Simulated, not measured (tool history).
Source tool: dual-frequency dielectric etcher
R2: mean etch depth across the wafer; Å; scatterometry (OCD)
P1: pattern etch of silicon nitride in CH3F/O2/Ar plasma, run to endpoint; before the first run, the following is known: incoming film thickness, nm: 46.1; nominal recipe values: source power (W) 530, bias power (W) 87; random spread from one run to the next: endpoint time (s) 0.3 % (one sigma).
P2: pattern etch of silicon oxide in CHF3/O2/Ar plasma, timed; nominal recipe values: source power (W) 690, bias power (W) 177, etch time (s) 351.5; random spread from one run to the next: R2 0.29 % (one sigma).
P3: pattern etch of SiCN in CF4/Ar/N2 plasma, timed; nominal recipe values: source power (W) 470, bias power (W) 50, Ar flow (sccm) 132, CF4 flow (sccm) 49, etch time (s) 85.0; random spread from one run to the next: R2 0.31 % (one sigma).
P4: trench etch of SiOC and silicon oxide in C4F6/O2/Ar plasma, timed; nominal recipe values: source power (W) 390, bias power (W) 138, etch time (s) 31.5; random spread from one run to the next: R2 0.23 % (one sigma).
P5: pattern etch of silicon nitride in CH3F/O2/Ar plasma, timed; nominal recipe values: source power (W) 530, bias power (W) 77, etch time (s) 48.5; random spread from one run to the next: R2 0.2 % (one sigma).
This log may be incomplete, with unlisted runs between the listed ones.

run 1 hour=6.0 | process_that_ran=P1 source_power_(W)=530 bias_power_(W)=87 | endpoint_time_(s)=56.941
run 2 hour=13.3 | process_that_ran=P3 source_power_(W)=470 bias_power_(W)=50 Ar_flow_(sccm)=132 CF4_flow_(sccm)=38 etch_time_(s)=85.0 | R2=586.82
run 3 hour=19.0 | process_that_ran=P1 source_power_(W)=720 bias_power_(W)=87 | endpoint_time_(s)=50.725
run 4 hour=24.4 | process_that_ran=P4 source_power_(W)=390 bias_power_(W)=138 etch_time_(s)=24.5 | R2=440.48
run 5 hour=30.1 | process_that_ran=P1 source_power_(W)=530 bias_power_(W)=87 | endpoint_time_(s)=56.896
run 6 hour=35.8 | process_that_ran=P4 source_power_(W)=390 bias_power_(W)=138 etch_time_(s)=31.5 | R2=564.86
-- hour=39.2 bias power generator calibrated
run 7 hour=43.9 | process_that_ran=P1 source_power_(W)=320 bias_power_(W)=87 | endpoint_time_(s)=68.701
run 8 hour=48.8 | process_that_ran=P1 source_power_(W)=530 bias_power_(W)=114 | endpoint_time_(s)=51.576
run 9 hour=57.4 | process_that_ran=P2 source_power_(W)=690 bias_power_(W)=177 etch_time_(s)=351.5 | R2=7412.10
run 10 hour=61.9 | process_that_ran=P2 source_power_(W)=690 bias_power_(W)=177 etch_time_(s)=351.5 | R2=7411.70
run 11 hour=68.4 | process_that_ran=P2 source_power_(W)=550 bias_power_(W)=177 etch_time_(s)=351.5 | R2=6796.20
run 12 hour=72.6 | process_that_ran=P5 source_power_(W)=530 bias_power_(W)=77 etch_time_(s)=48.5 | R2=396.82
run 13 hour=81.2 | process_that_ran=P4 source_power_(W)=390 bias_power_(W)=138 etch_time_(s)=31.5 | R2=566.23
run 14 hour=85.4 | process_that_ran=P4 source_power_(W)=550 bias_power_(W)=138 etch_time_(s)=31.5 | R2=646.69
run 15 hour=92.8 | process_that_ran=P4 source_power_(W)=390 bias_power_(W)=195 etch_time_(s)=31.5 | R2=628.01
run 16 hour=98.5 | process_that_ran=P1 source_power_(W)=690 bias_power_(W)=60 | endpoint_time_(s)=58.512
run 17 hour=105.0 | process_that_ran=P3 source_power_(W)=470 bias_power_(W)=50 Ar_flow_(sccm)=132 CF4_flow_(sccm)=49 etch_time_(s)=60.5 | R2=441.38
run 18 hour=109.0 | process_that_ran=P1 source_power_(W)=530 bias_power_(W)=87 | endpoint_time_(s)=57.049
run 19 hour=113.9 | process_that_ran=P3 source_power_(W)=470 bias_power_(W)=69 Ar_flow_(sccm)=132 CF4_flow_(sccm)=49 etch_time_(s)=85.0 | R2=692.60
run 20 hour=121.0 | process_that_ran=P3 source_power_(W)=470 bias_power_(W)=50 Ar_flow_(sccm)=132 CF4_flow_(sccm)=49 etch_time_(s)=85.0 | R2=617.62
run 21 hour=127.2 | process_that_ran=P5 source_power_(W)=530 bias_power_(W)=77 etch_time_(s)=26.5 | R2=216.31
run 22 hour=134.8 | process_that_ran=P5 source_power_(W)=530 bias_power_(W)=94 etch_time_(s)=48.5 | R2=422.25
run 23 hour=139.5 | process_that_ran=P3 source_power_(W)=470 bias_power_(W)=50 Ar_flow_(sccm)=132 CF4_flow_(sccm)=49 etch_time_(s)=85.0 | R2=621.12
run 24 hour=143.7 | process_that_ran=P2 source_power_(W)=690 bias_power_(W)=177 etch_time_(s)=221.0 | R2=4690.10
run 25 hour=151.1 | process_that_ran=P1 source_power_(W)=530 bias_power_(W)=61 | endpoint_time_(s)=64.016
run 26 hour=159.6 | process_that_ran=P3 source_power_(W)=380 bias_power_(W)=50 Ar_flow_(sccm)=132 CF4_flow_(sccm)=49 etch_time_(s)=85.0 | R2=515.70

Run 27, settings as shown, results not yet in. Your forecast:
run 27 hour=166.2 | process_that_ran=P2 source_power_(W)=690 bias_power_(W)=250 etch_time_(s)=351.5 | R2=?

Run 27 came out at R2 8304.40 Å.
